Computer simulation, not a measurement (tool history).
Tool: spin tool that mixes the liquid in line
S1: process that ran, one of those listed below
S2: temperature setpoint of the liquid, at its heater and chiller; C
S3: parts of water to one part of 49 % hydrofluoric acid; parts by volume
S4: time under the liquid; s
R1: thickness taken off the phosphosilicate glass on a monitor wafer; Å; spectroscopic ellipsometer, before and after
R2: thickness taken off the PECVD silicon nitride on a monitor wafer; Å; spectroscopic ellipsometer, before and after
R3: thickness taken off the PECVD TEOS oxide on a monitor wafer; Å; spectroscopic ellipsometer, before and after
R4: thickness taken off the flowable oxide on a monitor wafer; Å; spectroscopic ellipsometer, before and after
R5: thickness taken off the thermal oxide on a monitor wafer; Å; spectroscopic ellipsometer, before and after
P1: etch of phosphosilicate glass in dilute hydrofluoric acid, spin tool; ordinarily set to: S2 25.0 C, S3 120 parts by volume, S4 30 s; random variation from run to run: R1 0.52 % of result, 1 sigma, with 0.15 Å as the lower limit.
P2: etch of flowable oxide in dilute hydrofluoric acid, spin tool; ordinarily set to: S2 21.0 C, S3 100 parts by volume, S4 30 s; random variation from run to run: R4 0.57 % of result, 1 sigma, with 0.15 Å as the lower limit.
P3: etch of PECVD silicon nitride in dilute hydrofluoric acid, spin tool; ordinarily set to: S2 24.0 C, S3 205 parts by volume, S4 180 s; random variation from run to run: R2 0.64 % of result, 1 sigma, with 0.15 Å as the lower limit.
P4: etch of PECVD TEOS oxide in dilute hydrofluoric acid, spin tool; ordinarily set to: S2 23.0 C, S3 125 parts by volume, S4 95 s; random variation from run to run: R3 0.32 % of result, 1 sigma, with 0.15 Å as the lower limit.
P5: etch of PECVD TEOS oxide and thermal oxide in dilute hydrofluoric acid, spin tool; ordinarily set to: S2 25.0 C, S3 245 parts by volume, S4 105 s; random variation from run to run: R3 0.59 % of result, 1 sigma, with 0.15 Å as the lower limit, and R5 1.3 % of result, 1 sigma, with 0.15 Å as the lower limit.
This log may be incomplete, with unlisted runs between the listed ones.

run,hour,S1,S2,S3,S4,R1,R2,R3,R4,R5
1,12.8,P1,25.0,120,30,165.390,,,,
2,30.0,P3,24.0,285,180,,35.467,,,
3,48.4,P4,17.0,125,95,,,84.659,,
4,65.1,P4,23.0,185,95,,,67.838,,
5,74.4,P1,18.0,190,30,73.805,,,,
6,89.7,P2,17.0,100,30,,,,74.110,
7,101.1,P4,23.0,125,95,,,107.560,,
8,114.8,P5,30.5,245,105,,,73.748,,20.439
9,129.7,P1,21.5,120,15,71.884,,,,
10,144.3,P2,21.0,100,30,,,,88.485,
11,159.3,P3,24.0,205,180,,49.234,,,
12,170.6,P1,25.0,180,30,103.500,,,,
13,179.1,P1,25.0,120,30,165.560,,,,
14,190.5,P1,32.0,120,30,215.120,,,,
15,200.3,P2,21.0,100,45,,,,132.580,
16,214.9,P1,19.0,120,55,237.930,,,,
17,231.1,P1,25.0,75,30,279.860,,,,
18,246.6,P1,25.0,120,30,166.670,,,,
19,255.0,P2,21.0,100,30,,,,88.323,
20,264.3,P4,23.0,125,15,,,17.051,,
21,273.7,P1,25.0,120,15,82.770,,,,
22,282.8,P5,25.0,245,105,,,61.885,,16.867
# hour 291.9: thermometer replaced
23,293.9,P1,25.0,120,30,165.760,,,,
24,309.9,P3,24.0,205,320,,87.346,,,
25,319.5,P1,25.0,120,60,328.310,,,,
26,337.8,P2,21.0,145,30,,,,57.919,
27,355.8,P5,25.0,140,105,,,120.550,,33.981
28,372.5,P3,20.0,205,180,,38.619,,,
29,386.1,P1,18.0,120,30,125.450,,,,
30,396.5,P1,25.0,120,30,163.400,,,,
31,412.2,P5,25.0,245,35,,,20.919,,5.771
32,430.8,P1,25.0,120,30,166.360,,,,
33,443.4,P1,25.0,120,30,168.660,,,,
34,458.6,P1,25.0,120,30,173.770,,,,
35,473.6,P1,25.0,120,30,175.020,,,,
36,489.7,P1,25.0,120,30,176.520,,,,
37,502.1,P1,25.0,120,30,176.750,,,,
38,511.9,P1,25.0,120,30,177.370,,,,
39,524.7,P1,25.0,120,30,175.750,,,,
40,534.6,P1,25.0,120,30,177.780,,,,
41,548.7,P1,25.0,120,30,178.040,,,,
42,563.9,P1,25.0,120,30,177.510,,,,
43,572.1,P1,25.0,120,30,176.010,,,,

The log shows P1 creeping away from where it was. Any of the 2 causes listed here, at the size stated for it, fits the log just as well as the others:
A: liquid hotter than its thermometer reads (K) = 1.97
B: hydrofluoric acid flow above the setpoint (%) = 6.8
The creep began at about hour 430.8.

The check runs listed below each take one wafer, and their results are still question marks. Under which run would the listed causes lead to clearly different results?
check 1,580.3,P5,25.0,245,105,,,?,,?
check 2,580.3,P2,21.0,100,30,,,,?,
check 3,580.3,P4,23.0,125,95,,,?,,
check 4,580.3,P3,24.0,205,180,,?,,,

Outcome of each check run for each possible cause:
check,result,if A,if B
check 1,R3,65.913,66.787
check 1,R5,18.286,18.528
check 2,R4,95.485,94.881
check 3,R3,116.530,116.340
check 4,R2,56.017,52.855
Per-check spread between the two closest causes, in the result where they differ most: check 1 1.32 %; check 2 0.63 %; check 3 0.16 %; check 4 5.81 %
Check 4 is the one run that separates the causes; every other check would come out nearly the same whichever cause is at work.

Check 4 has now been run. It gave: R2 55.668 Å. Which of the candidate causes is it?

The cause is A: liquid hotter than its thermometer reads (K).
